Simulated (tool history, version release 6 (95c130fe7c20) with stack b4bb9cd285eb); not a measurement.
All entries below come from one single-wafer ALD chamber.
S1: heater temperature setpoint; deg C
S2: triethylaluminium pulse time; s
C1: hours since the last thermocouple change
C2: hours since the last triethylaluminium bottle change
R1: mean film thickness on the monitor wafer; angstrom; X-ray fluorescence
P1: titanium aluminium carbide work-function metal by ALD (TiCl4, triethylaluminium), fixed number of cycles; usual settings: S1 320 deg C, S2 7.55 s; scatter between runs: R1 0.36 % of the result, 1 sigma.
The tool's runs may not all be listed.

| run | hour | S1 | S2 | C1 | C2 | R1 |
|---|---|---|---|---|---|---|
| 1 | 6.2 | 320 | 7.55 | 820.4 | 569.4 | 20.295 |
| 2 | 11.2 | 320 | 3 | 825.4 | 574.4 | 14.194 |
| 3 | 16.3 | 320 | 7.55 | 830.5 | 579.5 | 20.406 |
| 4 | 23.3 | 299 | 7.55 | 837.5 | 586.5 | 18.581 |
| 5 | 30.4 | 342 | 7.55 | 844.6 | 593.6 | 22.083 |
| 6 | 34 | 320 | 11.08 | 848.2 | 597.2 | 21.43 |
| 7 | 40 | 320 | 7.55 | 854.2 | 603.2 | 20.209 |
| 8 | 44 | 302 | 5.19 | 858.2 | 607.2 | 16.944 |
| 9 | 51.1 | 299 | 4.21 | 865.3 | 614.3 | 15.424 |
| 10 | 58.9 | 320 | 7.55 | 873.1 | 622.1 | 20.288 |
| 11 | 64.7 | 320 | 7.55 | 878.9 | 627.9 | 20.389 |

What does the tool deliver on the next run?
| 12 | 69.5 | 320 | 7.55 | 883.7 | 632.7 | ? |

R1: 20.209 angstrom
